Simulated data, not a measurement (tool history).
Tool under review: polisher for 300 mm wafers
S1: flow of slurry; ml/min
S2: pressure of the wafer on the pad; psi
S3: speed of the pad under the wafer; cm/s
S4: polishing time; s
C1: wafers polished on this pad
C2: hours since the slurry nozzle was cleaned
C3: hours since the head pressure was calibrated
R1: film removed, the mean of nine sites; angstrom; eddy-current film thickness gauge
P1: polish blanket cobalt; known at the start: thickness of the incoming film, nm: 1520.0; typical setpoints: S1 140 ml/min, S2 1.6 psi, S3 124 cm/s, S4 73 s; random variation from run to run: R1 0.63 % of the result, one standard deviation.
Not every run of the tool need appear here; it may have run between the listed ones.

Run 1, day 0.592: S1 140 ml/min, S2 1.6 psi, S3 124 cm/s, S4 73 s; C1 365; C2 185; C3 107.3. Result: R1 3716.4 angstrom.
Run 2, day 1.296: S1 140 ml/min, S2 1.6 psi, S3 124 cm/s, S4 112 s; C1 576; C2 201.9; C3 124.2. Result: R1 5669 angstrom.
Run 3, day 1.846: S1 140 ml/min, S2 1.6 psi, S3 124 cm/s, S4 50 s; C1 740; C2 215.1; C3 137.4. Result: R1 2551.6 angstrom.
Run 4, day 2.421: S1 140 ml/min, S2 1.6 psi, S3 124 cm/s, S4 73 s; C1 913; C2 228.9; C3 151.2. Result: R1 3712.9 angstrom.
Run 5, day 3.012: S1 205 ml/min, S2 1.6 psi, S3 124 cm/s, S4 73 s; C1 1090; C2 243.1; C3 165.4. Result: R1 3966.4 angstrom.
Run 6, day 3.533: S1 140 ml/min, S2 1.6 psi, S3 156 cm/s, S4 73 s; C1 1246; C2 255.6; C3 177.9. Result: R1 4687.6 angstrom.
Run 7, day 3.95: S1 140 ml/min, S2 1.6 psi, S3 124 cm/s, S4 73 s; C1 1370; C2 265.6; C3 187.9. Result: R1 3741.5 angstrom.
Run 8, day 4.617: S1 140 ml/min, S2 1.6 psi, S3 124 cm/s, S4 73 s; C1 1570; C2 281.6; C3 203.9. Result: R1 3736.9 angstrom.
Run 9, day 5.367: S1 85 ml/min, S2 1.6 psi, S3 124 cm/s, S4 73 s; C1 1794; C2 299.6; C3 221.9. Result: R1 3309.2 angstrom.
Run 10, day 5.95: S1 140 ml/min, S2 1.6 psi, S3 84 cm/s, S4 73 s; C1 1969; C2 313.6; C3 235.9. Result: R1 2534.7 angstrom.
Run 11, day 6.304: S1 140 ml/min, S2 1.6 psi, S3 124 cm/s, S4 73 s; C1 2075; C2 322.1; C3 244.4. Result: R1 3704.6 angstrom.
Run 12, day 7: S1 140 ml/min, S2 1.6 psi, S3 124 cm/s, S4 73 s; C1 2283; C2 338.8; C3 261.1. Result: R1 3734.1 angstrom.
At day 7.138: worn pad replaced by a new one.
Run 13, day 7.646: S1 140 ml/min, S2 0.8 psi, S3 124 cm/s, S4 73 s; C1 152; C2 354.3; C3 276.6. Result: R1 1863.1 angstrom.
Run 14, day 8.183: S1 140 ml/min, S2 2.5 psi, S3 124 cm/s, S4 73 s; C1 313; C2 367.2; C3 289.5. Result: R1 5727.6 angstrom.
Run 15, day 8.638: S1 140 ml/min, S2 0.7 psi, S3 178 cm/s, S4 73 s; C1 449; C2 378.1; C3 300.4. Result: R1 2346.9 angstrom.
Run 16, day 9.375: S1 140 ml/min, S2 1.6 psi, S3 124 cm/s, S4 73 s; C1 670; C2 395.8; C3 318.1. Result: R1 3761.4 angstrom.

Expected results for the next run?
Run 17, day 10.017: S1 140 ml/min, S2 1.6 psi, S3 124 cm/s, S4 73 s; C1 862; C2 411.2; C3 333.5. Result: R1 ?.

R1: 3738.5 angstrom
